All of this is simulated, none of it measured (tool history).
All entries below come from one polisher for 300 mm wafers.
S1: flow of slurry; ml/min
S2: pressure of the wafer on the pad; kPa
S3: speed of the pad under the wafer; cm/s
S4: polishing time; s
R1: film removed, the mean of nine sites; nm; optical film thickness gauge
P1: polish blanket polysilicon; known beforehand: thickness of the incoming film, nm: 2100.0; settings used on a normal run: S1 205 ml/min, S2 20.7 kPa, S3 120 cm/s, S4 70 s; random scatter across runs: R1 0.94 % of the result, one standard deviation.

{"run": 1, "hour": 4.1, "S1": 205, "S2": 20.7, "S3": 120, "S4": 70, "R1": 615.55}
{"run": 2, "hour": 10.7, "S1": 205, "S2": 20.7, "S3": 120, "S4": 70, "R1": 625.42}
{"run": 3, "hour": 13.9, "S1": 205, "S2": 20.7, "S3": 120, "S4": 70, "R1": 610.06}
{"run": 4, "hour": 20.7, "S1": 205, "S2": 20.7, "S3": 120, "S4": 101, "R1": 895.16}
{"run": 5, "hour": 25.4, "S1": 205, "S2": 20.7, "S3": 170, "S4": 47, "R1": 592.28}
{"run": 6, "hour": 28.6, "S1": 205, "S2": 28.3, "S3": 120, "S4": 70, "R1": 831.49}
{"hour": 29.7, "done": "slurry nozzle cleaned"}
{"run": 7, "hour": 34.4, "S1": 125, "S2": 20.7, "S3": 120, "S4": 70, "R1": 569.59}
{"run": 8, "hour": 37.8, "S1": 205, "S2": 20.7, "S3": 70, "S4": 70, "R1": 354.47}
{"run": 9, "hour": 42.0, "S1": 205, "S2": 20.7, "S3": 184, "S4": 70, "R1": 951.94}
{"run": 10, "hour": 46.4, "S1": 205, "S2": 20.7, "S3": 120, "S4": 70, "R1": 617.74}
{"run": 11, "hour": 52.4, "S1": 205, "S2": 9.7, "S3": 120, "S4": 70, "R1": 288.4}
{"hour": 54.1, "done": "worn pad replaced by a new one"}
{"run": 12, "hour": 56.2, "S1": 205, "S2": 20.7, "S3": 120, "S4": 36, "R1": 320.87}
{"run": 13, "hour": 61.9, "S1": 270, "S2": 20.7, "S3": 120, "S4": 70, "R1": 630.23}
{"run": 14, "hour": 66.1, "S1": 205, "S2": 20.7, "S3": 120, "S4": 70, "R1": 611.88}
{"run": 15, "hour": 69.1, "S1": 205, "S2": 20.7, "S3": 120, "S4": 70, "R1": 614.3}
{"run": 16, "hour": 72.9, "S1": 205, "S2": 20.7, "S3": 120, "S4": 70, "R1": 592.53}
{"run": 17, "hour": 77.9, "S1": 205, "S2": 20.7, "S3": 120, "S4": 70, "R1": 593.9}
{"run": 18, "hour": 83.5, "S1": 205, "S2": 20.7, "S3": 120, "S4": 70, "R1": 584.83}
{"run": 19, "hour": 89.8, "S1": 205, "S2": 20.7, "S3": 120, "S4": 70, "R1": 581.09}
{"run": 20, "hour": 96.0, "S1": 205, "S2": 20.7, "S3": 120, "S4": 70, "R1": 590.09}
{"hour": 96.4, "done": "worn pad replaced by a new one"}
{"run": 21, "hour": 99.0, "S1": 205, "S2": 20.7, "S3": 120, "S4": 70, "R1": 569.06}
{"run": 22, "hour": 105.4, "S1": 205, "S2": 20.7, "S3": 120, "S4": 70, "R1": 580.92}
{"run": 23, "hour": 111.8, "S1": 205, "S2": 20.7, "S3": 120, "S4": 70, "R1": 577.22}

The next listed run, before its measurement:
{"run": 24, "hour": 115.2, "S1": 205, "S2": 20.7, "S3": 120, "S4": 70, "R1": "?"}

Run 24 produced R1 587.7 nm.
